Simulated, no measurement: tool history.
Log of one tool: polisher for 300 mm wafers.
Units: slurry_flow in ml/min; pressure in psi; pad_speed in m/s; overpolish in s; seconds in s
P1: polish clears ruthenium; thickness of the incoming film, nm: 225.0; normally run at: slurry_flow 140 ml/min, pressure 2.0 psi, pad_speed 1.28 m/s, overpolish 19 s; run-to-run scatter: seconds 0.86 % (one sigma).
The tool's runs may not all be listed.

run   hour  slurry_flow  pressure  pad_speed  overpolish  seconds
  1   13.8          140       2.0       1.28          19   179.05
  2   22.4          140       2.0       1.28           9   180.64
  3   39.1          140       2.0       1.28          19   181.45
  4   54.0          140       2.0       1.28          33   180.25
  5   62.7          140       2.0       1.28          19   179.34
  6   72.6          225       2.0       1.28          19   168.56
      78.1  -- head pressure recalibrated
  7   82.5          140       2.0       0.58          19   394.38
  8   96.9          140       2.0       1.92          19   119.86
  9  105.4          140       2.0       1.28          19   177.97
 10  119.8          140       1.5       0.68          19   447.98
 11  134.5          140       0.9       1.28          19   396.08
 12  149.4          140       3.0       1.28          19   118.63
 13  165.8          140       2.0       1.28          19   178.93
 14  181.4          140       2.6       0.84          19   207.78
 15  196.3           85       2.0       1.28          19   198.80
 16  211.5           85       0.9       1.28          19   449.68
 17  222.6          140       2.0       1.28          19   175.81
 18  233.2          140       2.0       1.28          19   182.82
 19  249.9          140       2.0       1.28          19   192.59
 20  259.3          140       2.0       1.28          19   197.72
     265.0  -- head pressure recalibrated
 21  267.9          140       2.0       1.28          19   197.98
 22  281.8          140       2.0       1.28          19   199.02
 23  289.2          140       2.0       1.28          19   199.79

The next listed run, before its measurement:
 24  297.9          140       2.0       1.28          19        ?

{"run 24": {"seconds": 199.18}}

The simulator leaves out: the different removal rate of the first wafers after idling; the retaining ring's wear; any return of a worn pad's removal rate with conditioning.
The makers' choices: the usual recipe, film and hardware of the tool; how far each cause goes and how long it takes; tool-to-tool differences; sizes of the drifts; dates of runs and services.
